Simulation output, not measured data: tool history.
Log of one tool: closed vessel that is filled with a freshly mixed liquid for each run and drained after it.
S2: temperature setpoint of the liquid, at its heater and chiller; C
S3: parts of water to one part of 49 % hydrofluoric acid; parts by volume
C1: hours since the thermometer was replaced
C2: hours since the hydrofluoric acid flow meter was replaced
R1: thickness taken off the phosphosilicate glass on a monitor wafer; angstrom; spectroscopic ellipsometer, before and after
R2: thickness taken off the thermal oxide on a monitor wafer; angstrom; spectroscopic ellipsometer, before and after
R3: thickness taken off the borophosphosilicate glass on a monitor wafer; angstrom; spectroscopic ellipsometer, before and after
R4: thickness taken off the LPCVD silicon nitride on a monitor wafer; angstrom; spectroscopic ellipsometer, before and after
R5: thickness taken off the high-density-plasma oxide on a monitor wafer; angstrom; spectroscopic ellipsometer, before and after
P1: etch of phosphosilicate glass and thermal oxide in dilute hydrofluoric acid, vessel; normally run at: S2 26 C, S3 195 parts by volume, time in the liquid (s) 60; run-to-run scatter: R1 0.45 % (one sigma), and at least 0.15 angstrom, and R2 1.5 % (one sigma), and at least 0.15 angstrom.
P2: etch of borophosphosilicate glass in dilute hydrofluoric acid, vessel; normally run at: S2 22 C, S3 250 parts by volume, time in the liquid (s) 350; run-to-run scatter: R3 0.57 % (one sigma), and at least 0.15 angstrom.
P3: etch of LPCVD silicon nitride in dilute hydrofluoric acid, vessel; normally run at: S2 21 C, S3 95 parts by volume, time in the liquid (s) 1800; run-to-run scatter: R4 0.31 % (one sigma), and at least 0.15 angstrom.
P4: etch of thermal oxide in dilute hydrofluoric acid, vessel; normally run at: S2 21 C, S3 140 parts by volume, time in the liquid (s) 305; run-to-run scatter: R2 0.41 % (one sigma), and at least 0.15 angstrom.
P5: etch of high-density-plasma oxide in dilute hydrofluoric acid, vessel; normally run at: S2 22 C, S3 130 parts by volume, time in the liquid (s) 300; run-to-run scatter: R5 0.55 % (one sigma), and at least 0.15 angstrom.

run 1 day=0.138 | process_that_ran=P1 S2=26 S3=195 time_in_the_liquid_(s)=60 | C1=1049.3 C2=1465 | R1=313.67 R2=14.452
run 2 day=0.254 | process_that_ran=P1 S2=26 S3=195 time_in_the_liquid_(s)=60 | C1=1052.1 C2=1467.8 | R1=311.33 R2=14.72
run 3 day=0.354 | process_that_ran=P4 S2=28 S3=140 time_in_the_liquid_(s)=305 | C1=1054.5 C2=1470.2 | R2=114.64
run 4 day=0.475 | process_that_ran=P2 S2=22 S3=250 time_in_the_liquid_(s)=140 | C1=1057.4 C2=1473.1 | R3=152.54
run 5 day=0.646 | process_that_ran=P3 S2=21 S3=155 time_in_the_liquid_(s)=1800 | C1=1061.5 C2=1477.2 | R4=47.374
run 6 day=0.742 | process_that_ran=P1 S2=26 S3=50 time_in_the_liquid_(s)=60 | C1=1063.8 C2=1479.5 | R1=1466 R2=66.386
run 7 day=0.904 | process_that_ran=P5 S2=22 S3=130 time_in_the_liquid_(s)=300 | C1=1067.7 C2=1483.4 | R5=106.74
run 8 day=1.017 | process_that_ran=P1 S2=26 S3=195 time_in_the_liquid_(s)=30 | C1=1070.4 C2=1486.1 | R1=156.58 R2=7.3577
run 9 day=1.154 | process_that_ran=P5 S2=22 S3=130 time_in_the_liquid_(s)=300 | C1=1073.7 C2=1489.4 | R5=106.24
run 10 day=1.267 | process_that_ran=P4 S2=21 S3=140 time_in_the_liquid_(s)=305 | C1=1076.4 C2=1492.1 | R2=87.322
run 11 day=1.371 | process_that_ran=P3 S2=21 S3=95 time_in_the_liquid_(s)=1800 | C1=1078.9 C2=1494.6 | R4=75.946
run 12 day=1.479 | process_that_ran=P4 S2=21 S3=245 time_in_the_liquid_(s)=305 | C1=1081.5 C2=1497.2 | R2=44.918
run 13 day=1.588 | process_that_ran=P1 S2=18.5 S3=195 time_in_the_liquid_(s)=60 | C1=1084.1 C2=1499.8 | R1=235.1 R2=10.893
run 14 day=1.696 | process_that_ran=P2 S2=17 S3=250 time_in_the_liquid_(s)=350 | C1=1086.7 C2=1502.4 | R3=314.81
run 15 day=1.867 | process_that_ran=P1 S2=26 S3=265 time_in_the_liquid_(s)=30 | C1=1090.8 C2=1506.5 | R1=107.6 R2=4.9614
run 16 day=1.954 | process_that_ran=P1 S2=26 S3=195 time_in_the_liquid_(s)=115 | C1=1092.9 C2=1508.6 | R1=598.8 R2=27.676
run 17 day=2.042 | process_that_ran=P1 S2=26 S3=195 time_in_the_liquid_(s)=60 | C1=1095 C2=1510.7 | R1=314.44 R2=14.096
run 18 day=2.15 | process_that_ran=P1 S2=22 S3=90 time_in_the_liquid_(s)=60 | C1=1097.6 C2=1513.3 | R1=655.85 R2=30.42
run 19 day=2.262 | process_that_ran=P1 S2=26 S3=195 time_in_the_liquid_(s)=60 | C1=1100.3 C2=1516 | R1=311.52 R2=14.249
run 20 day=2.354 | process_that_ran=P3 S2=29 S3=95 time_in_the_liquid_(s)=1800 | C1=1102.5 C2=1518.2 | R4=127.91
run 21 day=2.454 | process_that_ran=P5 S2=29.5 S3=130 time_in_the_liquid_(s)=300 | C1=1104.9 C2=1520.6 | R5=140.31
run 22 day=2.596 | process_that_ran=P1 S2=22 S3=195 time_in_the_liquid_(s)=30 | C1=1108.3 C2=1524 | R1=134.6 R2=6.3547
run 23 day=2.725 | process_that_ran=P4 S2=21 S3=140 time_in_the_liquid_(s)=520 | C1=1111.4 C2=1527.1 | R2=148.41
run 24 day=2.908 | process_that_ran=P1 S2=34 S3=195 time_in_the_liquid_(s)=60 | C1=1115.8 C2=1531.5 | R1=417.46 R2=19.191
run 25 day=3.008 | process_that_ran=P2 S2=22 S3=250 time_in_the_liquid_(s)=350 | C1=1118.2 C2=1533.9 | R3=380.52
run 26 day=3.146 | process_that_ran=P1 S2=26 S3=195 time_in_the_liquid_(s)=60 | C1=1121.5 C2=1537.2 | R1=315.2 R2=14.169
run 27 day=3.321 | process_that_ran=P2 S2=22 S3=440 time_in_the_liquid_(s)=350 | C1=1125.7 C2=1541.4 | R3=182.94
run 28 day=3.479 | process_that_ran=P3 S2=21 S3=95 time_in_the_liquid_(s)=465 | C1=1129.5 C2=1545.2 | R4=19.715
run 29 day=3.579 | process_that_ran=P1 S2=26 S3=355 time_in_the_liquid_(s)=60 | C1=1131.9 C2=1547.6 | R1=145.41 R2=6.8695
run 30 day=3.717 | process_that_ran=P1 S2=26 S3=195 time_in_the_liquid_(s)=60 | C1=1135.2 C2=1550.9 | R1=311.62 R2=14.464
run 31 day=3.842 | process_that_ran=P5 S2=22 S3=130 time_in_the_liquid_(s)=595 | C1=1138.2 C2=1553.9 | R5=209.15
run 32 day=3.954 | process_that_ran=P5 S2=22 S3=220 time_in_the_liquid_(s)=300 | C1=1140.9 C2=1556.6 | R5=57.581
run 33 day=4.05 | process_that_ran=P1 S2=26 S3=195 time_in_the_liquid_(s)=60 | C1=1143.2 C2=1558.9 | R1=312.15 R2=14.184
run 34 day=4.142 | process_that_ran=P1 S2=26 S3=195 time_in_the_liquid_(s)=60 | C1=1145.4 C2=1561.1 | R1=308.16 R2=13.702
run 35 day=4.321 | process_that_ran=P1 S2=26 S3=195 time_in_the_liquid_(s)=60 | C1=1149.7 C2=1565.4 | R1=299.25 R2=13.407
run 36 day=4.404 | process_that_ran=P1 S2=26 S3=195 time_in_the_liquid_(s)=60 | C1=1151.7 C2=1567.4 | R1=297.32 R2=13.415
run 37 day=4.567 | process_that_ran=P1 S2=26 S3=195 time_in_the_liquid_(s)=60 | C1=1155.6 C2=1571.3 | R1=295.93 R2=13.266
run 38 day=4.746 | process_that_ran=P1 S2=26 S3=195 time_in_the_liquid_(s)=60 | C1=1159.9 C2=1575.6 | R1=292.16 R2=13.627
run 39 day=4.858 | process_that_ran=P1 S2=26 S3=195 time_in_the_liquid_(s)=60 | C1=1162.6 C2=1578.3 | R1=292.64 R2=13.239

What P1 gives has crept away from where it was. These 2 causes fit the log equally well, each at the size given:
A: liquid colder than its thermometer reads (K) = 1.83
B: hydrofluoric acid flow below the setpoint (%) = 5.32
The creep began at about day 4.05.

4 check runs are offered, one wafer each, their results left as question marks. Which one tells the causes apart?
run check 1 day=4.971 | process_that_ran=P4 S2=21 S3=180 time_in_the_liquid_(s)=475 | R2=?
run check 2 day=4.971 | process_that_ran=P5 S2=29 S3=130 time_in_the_liquid_(s)=400 | R5=?
run check 3 day=4.971 | process_that_ran=P2 S2=17 S3=330 time_in_the_liquid_(s)=350 | R3=?
run check 4 day=4.971 | process_that_ran=P3 S2=28.5 S3=95 time_in_the_liquid_(s)=1800 | R4=?

What each check would give under each cause:
check=check_1 result=R2 if_A=94.577 if_B=95.192
check=check_2 result=R5 if_A=173.14 if_B=173.82
check=check_3 result=R3 if_A=208.29 if_B=208.17
check=check_4 result=R4 if_A=110.17 if_B=117.29
How far apart the two closest causes lie, in the result that separates them most: check 1 0.65 %; check 2 0.4 %; check 3 0.06 %; check 4 6.27 %
Check 4 tells the causes apart: in the others they would give nearly the same result.

Then check 4 was run and gave: R4 117.6 angstrom. Which cause is it?

It is B: hydrofluoric acid flow below the setpoint (%).
